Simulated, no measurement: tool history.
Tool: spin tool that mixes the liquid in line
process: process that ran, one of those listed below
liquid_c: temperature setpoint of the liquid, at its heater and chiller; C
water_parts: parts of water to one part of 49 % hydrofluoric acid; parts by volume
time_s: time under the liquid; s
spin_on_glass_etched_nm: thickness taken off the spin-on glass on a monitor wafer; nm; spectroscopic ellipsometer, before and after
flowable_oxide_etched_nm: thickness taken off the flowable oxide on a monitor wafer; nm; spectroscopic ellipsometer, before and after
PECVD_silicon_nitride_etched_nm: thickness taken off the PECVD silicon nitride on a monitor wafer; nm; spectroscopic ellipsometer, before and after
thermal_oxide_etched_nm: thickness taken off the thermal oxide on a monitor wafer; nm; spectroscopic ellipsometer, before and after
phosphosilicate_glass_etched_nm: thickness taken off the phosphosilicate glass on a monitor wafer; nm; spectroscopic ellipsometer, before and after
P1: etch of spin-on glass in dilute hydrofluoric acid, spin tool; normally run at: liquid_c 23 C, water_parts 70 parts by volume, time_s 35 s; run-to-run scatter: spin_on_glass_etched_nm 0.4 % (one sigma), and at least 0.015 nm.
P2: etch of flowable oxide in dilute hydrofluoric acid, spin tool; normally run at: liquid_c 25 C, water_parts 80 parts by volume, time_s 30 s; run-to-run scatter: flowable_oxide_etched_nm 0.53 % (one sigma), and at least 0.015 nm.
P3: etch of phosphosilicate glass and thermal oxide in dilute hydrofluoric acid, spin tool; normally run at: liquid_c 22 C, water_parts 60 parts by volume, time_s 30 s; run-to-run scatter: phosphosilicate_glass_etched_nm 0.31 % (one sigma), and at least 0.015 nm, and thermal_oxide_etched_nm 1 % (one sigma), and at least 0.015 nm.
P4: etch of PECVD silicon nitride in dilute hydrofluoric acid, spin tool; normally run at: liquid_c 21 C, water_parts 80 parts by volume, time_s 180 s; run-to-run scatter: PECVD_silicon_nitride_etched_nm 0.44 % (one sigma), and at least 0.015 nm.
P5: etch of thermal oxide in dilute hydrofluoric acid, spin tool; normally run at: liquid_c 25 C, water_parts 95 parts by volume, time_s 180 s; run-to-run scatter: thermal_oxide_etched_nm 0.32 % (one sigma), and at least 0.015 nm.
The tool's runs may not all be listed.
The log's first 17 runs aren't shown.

run	hour	process	liquid_c	water_parts	time_s	spin_on_glass_etched_nm	flowable_oxide_etched_nm	PECVD_silicon_nitride_etched_nm	thermal_oxide_etched_nm	phosphosilicate_glass_etched_nm
18	284.4	P1	23	70	35	22.435				
19	303.3	P1	23	70	35	22.315				
20	315.3	P3	22	60	15				1.1441	14.265
21	327.2	P1	30.5	70	15	12.974				
22	341.1	P1	23	70	35	22.549				
23	354.3	P1	23	70	65	41.771				
24	370.7	P1	23	35	35	47.169				
25	379.8	P3	22	60	30				2.3314	28.678
26	398.8	P4	28.5	80	180			10.111		
27	413.9	P1	23	70	15	9.6647				
28	428.9	P3	17	60	30				1.8757	23.098
29	439.7	P1	23	115	35	13.051				
30	454.6	P4	21	80	30			1.0223		
31	465.5	P1	23	70	35	22.692				
32	482.5	P1	23	70	35	21.384				
33	498.9	P1	23	70	35	21.011				
34	515.5	P1	23	70	35	20.649				
35	533.6	P1	23	70	35	20.593				

The next listed run, before its measurement:
36	546.4	P1	23	70	35	?				

{"run 36": {"spin_on_glass_etched_nm": 20.411}}
